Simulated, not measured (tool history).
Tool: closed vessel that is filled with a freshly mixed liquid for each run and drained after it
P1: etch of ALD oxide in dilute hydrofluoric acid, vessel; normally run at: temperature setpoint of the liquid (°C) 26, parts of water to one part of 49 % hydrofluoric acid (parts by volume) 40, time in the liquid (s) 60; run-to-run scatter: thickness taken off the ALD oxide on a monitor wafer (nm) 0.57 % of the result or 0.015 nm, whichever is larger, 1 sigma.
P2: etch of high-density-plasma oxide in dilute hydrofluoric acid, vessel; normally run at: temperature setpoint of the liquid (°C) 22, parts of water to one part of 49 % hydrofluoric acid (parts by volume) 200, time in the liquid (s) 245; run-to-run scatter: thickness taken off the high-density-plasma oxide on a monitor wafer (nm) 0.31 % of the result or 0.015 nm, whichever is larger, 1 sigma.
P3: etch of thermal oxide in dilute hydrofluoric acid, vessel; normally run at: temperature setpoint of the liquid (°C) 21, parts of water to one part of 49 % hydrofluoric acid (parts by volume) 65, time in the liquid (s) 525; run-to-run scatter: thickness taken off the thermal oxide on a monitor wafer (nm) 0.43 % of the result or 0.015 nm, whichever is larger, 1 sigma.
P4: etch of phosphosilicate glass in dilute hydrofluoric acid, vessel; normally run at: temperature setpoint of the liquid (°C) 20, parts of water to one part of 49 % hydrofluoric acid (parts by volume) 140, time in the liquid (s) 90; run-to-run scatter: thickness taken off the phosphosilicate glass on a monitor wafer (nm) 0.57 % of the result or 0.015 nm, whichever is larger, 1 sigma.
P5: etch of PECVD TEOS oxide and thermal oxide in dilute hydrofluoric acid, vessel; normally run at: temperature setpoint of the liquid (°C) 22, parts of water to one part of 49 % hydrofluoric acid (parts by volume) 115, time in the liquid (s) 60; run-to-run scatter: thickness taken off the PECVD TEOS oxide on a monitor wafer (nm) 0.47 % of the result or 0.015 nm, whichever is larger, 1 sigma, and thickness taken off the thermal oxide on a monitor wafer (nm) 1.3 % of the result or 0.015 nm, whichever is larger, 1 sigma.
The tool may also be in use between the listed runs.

run     day  process that ran  temperature setpoint of the liquid (°C)  parts of water to one part of 49 % hydrofluoric acid (parts by volume)  time in the liquid (s)  thickness taken off the ALD oxide on a monitor wafer (nm)  thickness taken off the high-density-plasma oxide on a monitor wafer (nm)  thickness taken off the thermal oxide on a monitor wafer (nm)  thickness taken off the PECVD TEOS oxide on a monitor wafer (nm)  thickness taken off the phosphosilicate glass on a monitor wafer (nm)
  1     0.6                P1                                       26                                                                      40                      60                                                     20.692
  2   0.979                P2                                       22                                                                     345                     245                                                                                                                                3.5986
  3   1.321                P3                                       21                                                                     115                     525                                                                                                                                                                                               19.415
  4   1.733                P3                                       21                                                                      65                     760                                                                                                                                                                                               52.613
  5   2.029                P2                                       22                                                                     200                     375                                                                                                                                11.014
  6   2.521                P5                                       22                                                                     115                      30                                                                                                                                                                                               1.1244                                                            3.8396
  7       3                P3                                       17                                                                      65                     525                                                                                                                                                                                               30.607
  8   3.271                P3                                       21                                                                      65                     525                                                                                                                                                                                               36.357
  9   3.879                P1                                       26                                                                      40                      60                                                      20.71
 10   4.383                P4                                       20                                                                     140                     180                                                                                                                                                                                                                                                                                                                                         97.52
 11   4.679                P4                                       20                                                                     140                      90                                                                                                                                                                                                                                                                                                                                        48.808
 12   5.175                P1                                       26                                                                      40                     100                                                     34.366
 13   5.612                P1                                       26                                                                      40                      60                                                     20.613
 14   6.117                P1                                       33                                                                      40                      60                                                     27.019
 15   6.712                P1                                       26                                                                      40                      30                                                     10.286
 16   6.979                P2                                     28.5                                                                     200                     245                                                                                                                                9.0468
 17   7.421                P2                                       22                                                                     200                     245                                                                                                                                7.1372
 18   7.712                P5                                       22                                                                     115                      60                                                                                                                                                                                               2.2557                                                            7.6992
 19     8.1                P5                                       30                                                                     115                      60                                                                                                                                                                                               3.1399                                                            10.492
 20   8.471                P1                                     29.5                                                                      40                      90                                                     35.828
 21   8.771                P1                                       26                                                                      40                      60                                                      20.55
 22   9.221                P1                                       26                                                                      40                      60                                                     20.488
 23   9.688                P1                                       33                                                                      65                      60                                                     16.015
 24  10.175                P1                                       26                                                                      60                      60                                                     13.232
 25  10.658                P1                                       26                                                                      20                      60                                                     42.525
 26  11.058                P1                                     20.5                                                                      40                      60                                                     16.374
 27  11.592                P1                                     33.5                                                                      40                      85                                                     39.517
 28  11.875                P4                                       20                                                                      75                      90                                                                                                                                                                                                                                                                                                                                        99.149
 29  12.458                P5                                       22                                                                      55                      60                                                                                                                                                                                               5.1394                                                            17.367
 30  12.783                P4                                       17                                                                     140                      90                                                                                                                                                                                                                                                                                                                                        43.837
 31    13.1                P1                                       26                                                                      40                      60                                                     20.723
 32  13.421                P1                                       26                                                                      40                      60                                                     20.164
 33  13.721                P1                                       26                                                                      40                      60                                                     19.703
 34  14.279                P1                                       26                                                                      40                      60                                                     19.305
 35  14.862                P1                                       26                                                                      40                      60                                                     18.927
 36  15.317                P1                                       26                                                                      40                      60                                                     19.094
 37  15.725                P1                                       26                                                                      40                      60                                                     18.758
 38  16.304                P1                                       26                                                                      40                      60                                                     18.591
 39  16.592                P1                                       26                                                                      40                      60                                                     18.836
 40  17.179                P1                                       26                                                                      40                      60                                                     18.541

What P1 gives has crept away from where it was. These 2 causes fit the log equally well, each at the size given:
A: hydrofluoric acid flow below the setpoint (%) = 8.62
B: liquid colder than its thermometer reads (K) = 2.32
The creep began at about day 13.1.

4 check runs are offered, each on 2 wafers whose results are averaged, their results left as question marks. Which one tells the causes apart?
check 1  17.767                P5                                       22                                                                      75                      60                                                                                                                                                                                                    ?                                                                 ?
check 2  17.767                P3                                     17.5                                                                     110                     525                                                                                                                                                                                                    ?
check 3  17.767                P4                                       20                                                                      80                     155                                                                                                                                                                                                                                                                                                                                             ?
check 4  17.767                P2                                       22                                                                     285                     245                                                                                                                                     ?

What each check would give under each cause:
  check                                                                     result    if A    if B
check 1              thickness taken off the thermal oxide on a monitor wafer (nm)  3.3092  3.3174
check 1           thickness taken off the PECVD TEOS oxide on a monitor wafer (nm)  11.199  11.227
check 2              thickness taken off the thermal oxide on a monitor wafer (nm)  15.888  15.935
check 3      thickness taken off the phosphosilicate glass on a monitor wafer (nm)  142.76  142.95
check 4  thickness taken off the high-density-plasma oxide on a monitor wafer (nm)  4.1159  4.2442
How far apart the two closest causes lie, in the result that separates them most: check 1 0.25 %; check 2 0.3 %; check 3 0.13 %; check 4 3.07 %
Only check 4 tells the causes apart: in the others they would give nearly the same result.

Then check 4 was run and gave: thickness taken off the high-density-plasma oxide on a monitor wafer (nm) 4.2271. Which cause is it?

It is B: liquid colder than its thermometer reads (K).
